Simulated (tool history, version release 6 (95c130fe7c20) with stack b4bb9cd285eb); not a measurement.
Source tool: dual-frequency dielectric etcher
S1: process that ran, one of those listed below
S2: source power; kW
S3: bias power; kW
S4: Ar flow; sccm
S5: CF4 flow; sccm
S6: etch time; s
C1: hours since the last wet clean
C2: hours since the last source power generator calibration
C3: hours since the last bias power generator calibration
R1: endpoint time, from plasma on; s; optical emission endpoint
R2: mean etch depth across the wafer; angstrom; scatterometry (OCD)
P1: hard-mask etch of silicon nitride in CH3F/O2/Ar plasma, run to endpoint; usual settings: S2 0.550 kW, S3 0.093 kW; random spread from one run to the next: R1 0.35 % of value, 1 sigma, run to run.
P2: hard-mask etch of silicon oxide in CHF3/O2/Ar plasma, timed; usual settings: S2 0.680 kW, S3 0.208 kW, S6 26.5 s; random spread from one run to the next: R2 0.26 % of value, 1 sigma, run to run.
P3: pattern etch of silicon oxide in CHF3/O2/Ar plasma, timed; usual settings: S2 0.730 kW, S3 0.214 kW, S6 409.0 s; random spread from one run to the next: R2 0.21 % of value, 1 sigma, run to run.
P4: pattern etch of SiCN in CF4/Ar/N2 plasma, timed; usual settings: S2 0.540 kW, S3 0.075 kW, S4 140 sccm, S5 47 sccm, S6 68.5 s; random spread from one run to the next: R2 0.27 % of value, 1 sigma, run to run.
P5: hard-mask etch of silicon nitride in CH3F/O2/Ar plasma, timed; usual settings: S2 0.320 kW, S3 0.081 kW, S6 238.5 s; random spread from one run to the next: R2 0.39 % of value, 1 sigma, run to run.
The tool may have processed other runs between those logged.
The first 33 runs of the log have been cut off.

run,hour,S1,S2,S3,S4,S5,S6,C1,C2,C3,R1,R2
34,119.1,P1,0.550,0.093,,,,24.1,520.8,794.2,59.982,
35,123.4,P1,0.550,0.093,,,,28.4,525.1,798.5,59.066,
36,127.8,P1,0.550,0.093,,,,32.8,529.5,802.9,59.152,
37,130.7,P1,0.550,0.093,,,,35.7,532.4,805.8,58.757,
38,135.1,P1,0.550,0.093,,,,40.1,536.8,810.2,59.170,
# hour 135.5: wet clean of the chamber
39,138.7,P1,0.550,0.093,,,,3.3,540.4,813.8,58.910,
40,142.3,P1,0.550,0.093,,,,6.9,544.0,817.4,58.282,
41,146.0,P1,0.550,0.093,,,,10.6,547.7,821.1,58.805,
42,150.7,P1,0.550,0.093,,,,15.3,552.4,825.8,58.680,

Expected results for the next run?
43,154.8,P1,0.550,0.093,,,,19.4,556.5,829.9,?,

{"run 43": {"R1": 58.874}}
